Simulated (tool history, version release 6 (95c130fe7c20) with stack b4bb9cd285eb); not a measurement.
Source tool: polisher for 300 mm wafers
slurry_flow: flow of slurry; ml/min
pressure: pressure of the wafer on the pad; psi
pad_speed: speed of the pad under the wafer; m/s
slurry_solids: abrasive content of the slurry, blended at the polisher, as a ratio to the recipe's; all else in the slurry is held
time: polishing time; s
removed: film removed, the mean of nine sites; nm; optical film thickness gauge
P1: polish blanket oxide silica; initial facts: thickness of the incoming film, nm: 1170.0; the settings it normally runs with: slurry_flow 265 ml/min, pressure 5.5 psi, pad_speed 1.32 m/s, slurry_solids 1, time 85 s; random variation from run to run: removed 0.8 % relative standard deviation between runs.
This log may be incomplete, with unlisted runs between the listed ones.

run	day	slurry_flow	pressure	pad_speed	slurry_solids	time	wafers polished on this pad	hours since the slurry nozzle was cleaned	hours since the head pressure was calibrated	hours since the slurry blender was calibrated	hours since the conditioning disc was replaced	removed
1	0.217	265	5.5	1.32	1	85	236	76	315.6	58.8	163.2	479.49
2	0.546	265	5.5	1.32	1	85	309	83.9	323.5	66.7	171.1	482.04
3	0.825	265	5.5	1.32	1.4	85	371	90.6	330.2	73.4	177.8	543.81
4	1.154	265	5.5	0.88	1.45	85	444	98.5	338.1	81.3	185.7	402.38
5	1.458	265	5.5	1.32	1	129	511	105.8	345.4	88.6	193	727.57
6	1.717	265	5.5	0.6	1	85	569	112	351.6	94.8	199.2	251.62
# day 1.917: conditioning disc replaced and pad reconditioned
7	2.004	425	5.5	1.32	1	85	633	118.9	358.5	101.7	2.2	493.67
8	2.246	265	3.7	1.32	1	85	686	124.7	364.3	107.5	8	321.92
9	2.454	265	5.5	2	1	85	732	129.7	369.3	112.5	13	662.19
10	2.675	265	5.5	1.32	0.5	85	781	135	374.6	117.8	18.3	330.16
11	2.942	265	5.5	1.32	1	85	840	141.4	381	124.2	24.7	480.99
12	3.271	265	5.5	1.32	1	60	913	149.3	388.9	132.1	32.6	336.8
13	3.479	160	5.5	1.32	1.25	85	960	154.3	393.9	137.1	37.6	494.21
14	3.725	265	5.5	1.32	1	85	1014	160.2	399.8	143	43.5	470.91
15	3.921	265	5.5	1.32	1.4	43	1058	164.9	404.5	147.7	48.2	279.13
16	4.171	190	5.5	1.32	1	85	1113	170.9	410.5	153.7	54.2	459.44
17	4.479	265	8.2	1.32	1	85	1181	178.3	417.9	161.1	61.6	712.63
18	4.783	265	5.5	1.32	1	85	1249	185.6	425.2	168.4	68.9	484.65
19	5.067	265	5.5	1.32	1	85	1312	192.4	432	175.2	75.7	455.44
20	5.329	265	5.5	1.32	1	85	1370	198.7	438.3	181.5	82	444.41
21	5.517	265	5.5	1.32	1	85	1412	203.2	442.8	186	86.5	441.59
22	5.704	265	5.5	1.32	1	85	1453	207.7	447.3	190.5	91	443.55
23	5.917	265	5.5	1.32	1	85	1500	212.8	452.4	195.6	96.1	430.32
24	6.1	265	5.5	1.32	1	85	1541	217.2	456.8	200	100.5	432.48
# day 6.129: slurry nozzle cleaned
# day 6.15: conditioning disc replaced and pad reconditioned
# day 6.204: head pressure recalibrated
25	6.308	265	5.5	1.32	1	85	1587	4.4	2.5	205	3.9	429.96
26	6.529	265	5.5	1.32	1	85	1636	9.7	7.8	210.3	9.2	423.39
27	6.683	265	5.5	1.32	1	85	1670	13.4	11.5	214	12.9	423.88
28	6.858	265	5.5	1.32	1	85	1709	17.6	15.7	218.2	17.1	428.96

The output of P1 has drifted from where it used to be. Each of the 2 causes below, taken at the size shown beside it, accounts for the log equally well:
A: removal rate lost through wear of the pad, % = 10.3
B: abrasive missing from the slurry, % = 20.2
The process output started creeping at around day 4.783.
The rest of the possible causes, and what rules out each one:
slurry flow missing at the pad, %: serviced at day 6.129, which brought nothing back
head's pressure below its setpoint, %: serviced at day 6.204, which brought nothing back
time polished since the conditioner stopped cutting, s: serviced at day 6.15, which brought nothing back

Of the 4 check runs below, each run on 3 wafers with the results averaged and each result still a question mark, which one would tell the listed causes apart?
check 1	7.033	265	5.5	1.88	0.55	85						?
check 2	7.033	265	5.5	0.96	1	85						?
check 3	7.033	325	5.5	0.98	1	85						?
check 4	7.033	265	7.9	1.32	1	85						?

Outcome of each check run for each possible cause:
check	result	if A	if B
check 1	removed	415.02	401.46
check 2	removed	332.57	332.5
check 3	removed	344.47	344.4
check 4	removed	616.3	616.17
Per-check spread between the two closest causes, in the result where they differ most: check 1 3.32 %; check 2 0.02 %; check 3 0.02 %; check 4 0.02 %
Check 1 is the one run that separates the causes; every other check would come out nearly the same whichever cause is at work.

With check 1 done, the readings were: removed 400.38 nm. Identify which of the listed causes applies.

Of the candidate causes, it is B: abrasive missing from the slurry, %.
